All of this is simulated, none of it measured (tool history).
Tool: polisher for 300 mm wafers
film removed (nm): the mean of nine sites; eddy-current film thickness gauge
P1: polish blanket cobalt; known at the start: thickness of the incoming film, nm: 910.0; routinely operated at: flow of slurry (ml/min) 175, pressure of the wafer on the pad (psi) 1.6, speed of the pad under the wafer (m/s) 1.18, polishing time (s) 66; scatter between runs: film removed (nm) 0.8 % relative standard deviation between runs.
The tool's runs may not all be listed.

run    day  flow of slurry (ml/min)  pressure of the wafer on the pad (psi)  speed of the pad under the wafer (m/s)  polishing time (s)  film removed (nm)
  1  0.212                      175                                     1.6                                    1.18                  66             319.97
  2  0.392                      175                                     1.6                                    1.18                  42             200.64
  3  0.579                      175                                     1.6                                    1.18                  66             317.23
  4  0.771                      175                                     1.6                                    1.18                  66             315.73
  5  0.908                      105                                     1.6                                    1.18                  83             360.51
  6  1.129                      175                                     0.7                                    1.18                  66             138.51
  7  1.279                      110                                     1.6                                    1.18                  66             284.38
  8  1.500                      175                                     1.6                                    0.70                  66             189.16
  9  1.754                      175                                     2.1                                    1.18                  66             418.04
 10  1.971                      175                                     1.6                                    1.18                  66             319.08
 11  2.129                      270                                     1.6                                    1.18                  66             333.87
 12  2.283                      175                                     1.6                                    1.18                  66             314.08
 13  2.529                      175                                     1.6                                    1.18                  97             467.87
     2.646  -- worn pad replaced by a new one
 14  2.767                      175                                     1.6                                    1.82                  66             483.77
 15  2.946                      175                                     1.6                                    1.18                  66             314.94
 16  3.100                      175                                     1.6                                    1.18                  66             305.88
 17  3.362                      175                                     1.6                                    1.18                  66             291.09
 18  3.571                      175                                     1.6                                    1.18                  66             292.63

Forecast run 19:
 19  3.800                      175                                     1.6                                    1.18                  66                  ?

Run 19 measured film removed (nm) 292.22.

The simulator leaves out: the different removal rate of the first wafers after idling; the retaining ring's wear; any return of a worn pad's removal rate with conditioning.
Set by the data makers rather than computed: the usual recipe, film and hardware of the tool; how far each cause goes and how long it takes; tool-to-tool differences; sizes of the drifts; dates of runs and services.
